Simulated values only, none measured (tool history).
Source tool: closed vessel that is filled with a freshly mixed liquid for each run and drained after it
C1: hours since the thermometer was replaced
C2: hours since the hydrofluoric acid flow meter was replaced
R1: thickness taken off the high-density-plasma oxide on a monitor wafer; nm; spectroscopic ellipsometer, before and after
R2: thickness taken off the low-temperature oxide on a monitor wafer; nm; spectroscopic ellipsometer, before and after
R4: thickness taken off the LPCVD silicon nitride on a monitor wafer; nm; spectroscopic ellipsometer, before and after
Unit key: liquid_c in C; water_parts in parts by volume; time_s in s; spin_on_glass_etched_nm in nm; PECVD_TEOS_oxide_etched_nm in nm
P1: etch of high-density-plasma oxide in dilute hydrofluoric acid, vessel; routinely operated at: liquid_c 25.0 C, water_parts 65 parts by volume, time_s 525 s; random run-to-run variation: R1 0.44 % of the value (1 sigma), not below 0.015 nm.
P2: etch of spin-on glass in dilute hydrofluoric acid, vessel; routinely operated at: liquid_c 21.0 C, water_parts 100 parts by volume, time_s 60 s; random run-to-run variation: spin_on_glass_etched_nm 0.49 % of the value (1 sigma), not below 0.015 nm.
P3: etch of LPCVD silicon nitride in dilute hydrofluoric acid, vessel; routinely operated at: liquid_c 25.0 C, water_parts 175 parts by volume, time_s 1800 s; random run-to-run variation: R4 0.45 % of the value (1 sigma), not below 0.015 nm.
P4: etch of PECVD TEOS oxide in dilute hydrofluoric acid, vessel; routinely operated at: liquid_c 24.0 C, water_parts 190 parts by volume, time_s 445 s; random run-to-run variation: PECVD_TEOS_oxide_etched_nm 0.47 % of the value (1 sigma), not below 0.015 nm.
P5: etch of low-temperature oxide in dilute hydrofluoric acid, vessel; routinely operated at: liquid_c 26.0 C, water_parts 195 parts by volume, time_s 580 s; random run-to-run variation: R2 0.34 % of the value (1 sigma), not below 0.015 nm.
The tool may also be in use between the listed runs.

Run 1, hour 4.5: process P1, liquid_c 25.0 C, water_parts 65 parts by volume, time_s 525 s; C1 435.0; C2 811.1. Result: R1 54.0870 nm.
Run 2, hour 9.2: process P1, liquid_c 25.0 C, water_parts 65 parts by volume, time_s 525 s; C1 439.7; C2 815.8. Result: R1 53.8950 nm.
Run 3, hour 12.8: process P5, liquid_c 20.0 C, water_parts 195 parts by volume, time_s 580 s; C1 443.3; C2 819.4. Result: R2 35.445 nm.
Run 4, hour 16.0: process P2, liquid_c 21.0 C, water_parts 100 parts by volume, time_s 60 s; C1 446.5; C2 822.6. Result: spin_on_glass_etched_nm 11.3120 nm.
Run 5, hour 19.0: process P3, liquid_c 25.0 C, water_parts 310 parts by volume, time_s 1800 s; C1 449.5; C2 825.6. Result: R4 3.1476 nm.
Run 6, hour 24.8: process P1, liquid_c 25.0 C, water_parts 65 parts by volume, time_s 90 s; C1 455.3; C2 831.4. Result: R1 9.2893 nm.
Run 7, hour 29.4: process P4, liquid_c 24.0 C, water_parts 190 parts by volume, time_s 205 s; C1 459.9; C2 836.0. Result: PECVD_TEOS_oxide_etched_nm 20.223 nm.
Run 8, hour 33.9: process P1, liquid_c 25.0 C, water_parts 65 parts by volume, time_s 525 s; C1 464.4; C2 840.5. Result: R1 54.1780 nm.
Run 9, hour 40.4: process P5, liquid_c 26.0 C, water_parts 195 parts by volume, time_s 200 s; C1 470.9; C2 847.0. Result: R2 15.249 nm.
Run 10, hour 43.9: process P5, liquid_c 26.0 C, water_parts 195 parts by volume, time_s 580 s; C1 474.4; C2 850.5. Result: R2 44.519 nm.
Run 11, hour 50.6: process P2, liquid_c 21.0 C, water_parts 100 parts by volume, time_s 100 s; C1 481.1; C2 857.2. Result: spin_on_glass_etched_nm 18.6880 nm.
Run 12, hour 55.7: process P1, liquid_c 25.0 C, water_parts 35 parts by volume, time_s 275 s; C1 486.2; C2 862.3. Result: R1 54.7660 nm.
Run 13, hour 61.9: process P1, liquid_c 18.5 C, water_parts 65 parts by volume, time_s 525 s; C1 492.4; C2 868.5. Result: R1 41.3620 nm.
Run 14, hour 68.2: process P4, liquid_c 24.0 C, water_parts 190 parts by volume, time_s 445 s; C1 498.7; C2 874.8. Result: PECVD_TEOS_oxide_etched_nm 43.487 nm.
Run 15, hour 74.4: process P1, liquid_c 25.0 C, water_parts 65 parts by volume, time_s 525 s; C1 504.9; C2 881.0. Result: R1 54.4620 nm.
Run 16, hour 78.4: process P1, liquid_c 19.5 C, water_parts 65 parts by volume, time_s 55 s; C1 508.9; C2 885.0. Result: R1 4.5394 nm.
Run 17, hour 83.3: process P1, liquid_c 25.0 C, water_parts 65 parts by volume, time_s 525 s; C1 513.8; C2 889.9. Result: R1 54.9150 nm.
Run 18, hour 88.2: process P3, liquid_c 25.0 C, water_parts 175 parts by volume, time_s 2600 s; C1 518.7; C2 894.8. Result: R4 8.0771 nm.
Run 19, hour 95.1: process P1, liquid_c 25.0 C, water_parts 65 parts by volume, time_s 525 s; C1 525.6; C2 901.7. Result: R1 54.1690 nm.
Run 20, hour 101.4: process P5, liquid_c 26.0 C, water_parts 195 parts by volume, time_s 580 s; C1 531.9; C2 908.0. Result: R2 44.493 nm.
Run 21, hour 105.2: process P1, liquid_c 29.0 C, water_parts 65 parts by volume, time_s 525 s; C1 535.7; C2 911.8. Result: R1 63.6280 nm.
Run 22, hour 110.9: process P4, liquid_c 28.0 C, water_parts 190 parts by volume, time_s 445 s; C1 541.4; C2 917.5. Result: PECVD_TEOS_oxide_etched_nm 50.171 nm.
Run 23, hour 116.3: process P2, liquid_c 17.0 C, water_parts 100 parts by volume, time_s 60 s; C1 546.8; C2 922.9. Result: spin_on_glass_etched_nm 9.4879 nm.
Run 24, hour 119.4: process P4, liquid_c 24.0 C, water_parts 50 parts by volume, time_s 445 s; C1 549.9; C2 926.0. Result: PECVD_TEOS_oxide_etched_nm 194.060 nm.
Run 25, hour 124.6: process P3, liquid_c 33.0 C, water_parts 175 parts by volume, time_s 1800 s; C1 555.1; C2 931.2. Result: R4 9.0587 nm.
Run 26, hour 128.6: process P5, liquid_c 26.0 C, water_parts 70 parts by volume, time_s 580 s; C1 559.1; C2 935.2. Result: R2 143.490 nm.
Run 27, hour 133.0: process P1, liquid_c 25.0 C, water_parts 65 parts by volume, time_s 760 s; C1 563.5; C2 939.6. Result: R1 78.8140 nm.
Run 28, hour 137.1: process P3, liquid_c 25.0 C, water_parts 175 parts by volume, time_s 1800 s; C1 567.6; C2 943.7. Result: R4 5.5441 nm.
Run 29, hour 143.1: process P1, liquid_c 25.0 C, water_parts 65 parts by volume, time_s 525 s; C1 573.6; C2 949.7. Result: R1 54.3230 nm.
Run 30, hour 146.5: process P1, liquid_c 25.0 C, water_parts 90 parts by volume, time_s 525 s; C1 577.0; C2 953.1. Result: R1 38.3100 nm.
Run 31, hour 149.7: process P2, liquid_c 21.0 C, water_parts 160 parts by volume, time_s 60 s; C1 580.2; C2 956.3. Result: spin_on_glass_etched_nm 6.5857 nm.
Run 32, hour 155.7: process P1, liquid_c 25.0 C, water_parts 20 parts by volume, time_s 525 s; C1 586.2; C2 962.3. Result: R1 187.1200 nm.
Run 33, hour 159.8: process P1, liquid_c 25.0 C, water_parts 65 parts by volume, time_s 525 s; C1 590.3; C2 966.4. Result: R1 54.8330 nm.
Run 34, hour 165.4: process P1, liquid_c 25.0 C, water_parts 65 parts by volume, time_s 525 s; C1 595.9; C2 972.0. Result: R1 52.5470 nm.
Run 35, hour 169.4: process P1, liquid_c 25.0 C, water_parts 65 parts by volume, time_s 525 s; C1 599.9; C2 976.0. Result: R1 51.8470 nm.
Run 36, hour 176.4: process P1, liquid_c 25.0 C, water_parts 65 parts by volume, time_s 525 s; C1 606.9; C2 983.0. Result: R1 50.8120 nm.
Run 37, hour 182.0: process P1, liquid_c 25.0 C, water_parts 65 parts by volume, time_s 525 s; C1 612.5; C2 988.6. Result: R1 50.3790 nm.
Run 38, hour 186.8: process P1, liquid_c 25.0 C, water_parts 65 parts by volume, time_s 525 s; C1 617.3; C2 993.4. Result: R1 49.9000 nm.
Run 39, hour 189.8: process P1, liquid_c 25.0 C, water_parts 65 parts by volume, time_s 525 s; C1 620.3; C2 996.4. Result: R1 50.5990 nm.
Run 40, hour 193.5: process P1, liquid_c 25.0 C, water_parts 65 parts by volume, time_s 525 s; C1 624.0; C2 1000.1. Result: R1 49.9020 nm.
Run 41, hour 200.3: process P1, liquid_c 25.0 C, water_parts 65 parts by volume, time_s 525 s; C1 630.8; C2 1006.9. Result: R1 49.5150 nm.
Run 42, hour 205.8: process P1, liquid_c 25.0 C, water_parts 65 parts by volume, time_s 525 s; C1 636.3; C2 1012.4. Result: R1 50.0690 nm.

What P1 gives has crept off from where it sat before. The 2 causes that follow fit the log equally well, each at the size noted:
A: liquid colder than its thermometer reads (K) = 2.03
B: hydrofluoric acid flow below the setpoint (%) = 7.3
At approximately hour 159.8, the process output began to creep.

The 4 check runs listed below each average the results of 2 wafers, and their outcomes are marked with question marks. Under which run would the listed causes produce clearly different results?
Run check 1, hour 211.3: process P5, liquid_c 21.0 C, water_parts 135 parts by volume, time_s 580 s. Result: R2 ?.
Run check 2, hour 211.3: process P3, liquid_c 32.0 C, water_parts 270 parts by volume, time_s 1800 s. Result: R4 ?.
Run check 3, hour 211.3: process P4, liquid_c 24.0 C, water_parts 50 parts by volume, time_s 445 s. Result: PECVD_TEOS_oxide_etched_nm ?.
Run check 4, hour 211.3: process P2, liquid_c 21.0 C, water_parts 130 parts by volume, time_s 60 s. Result: spin_on_glass_etched_nm ?.

If the cause were each of the candidates in turn, the checks would give the following:
  check                      result     if A     if B
check 1                          R2   52.083   51.786
check 2                          R4   4.8694   5.0582
check 3  PECVD_TEOS_oxide_etched_nm  179.420  179.980
check 4     spin_on_glass_etched_nm   7.7210   7.6814
Per check, the gap between the least separated pair of causes, taken in the result that splits them most: check 1 0.57 %; check 2 3.8 %; check 3 0.32 %; check 4 0.51 %
Check 2 distinguishes between the causes, while the remaining checks would return nearly the same result for all of them.

Here is what check 2 returned: R4 4.8511 nm. Which cause is it?

Of the candidate causes, it is A: liquid colder than its thermometer reads (K).
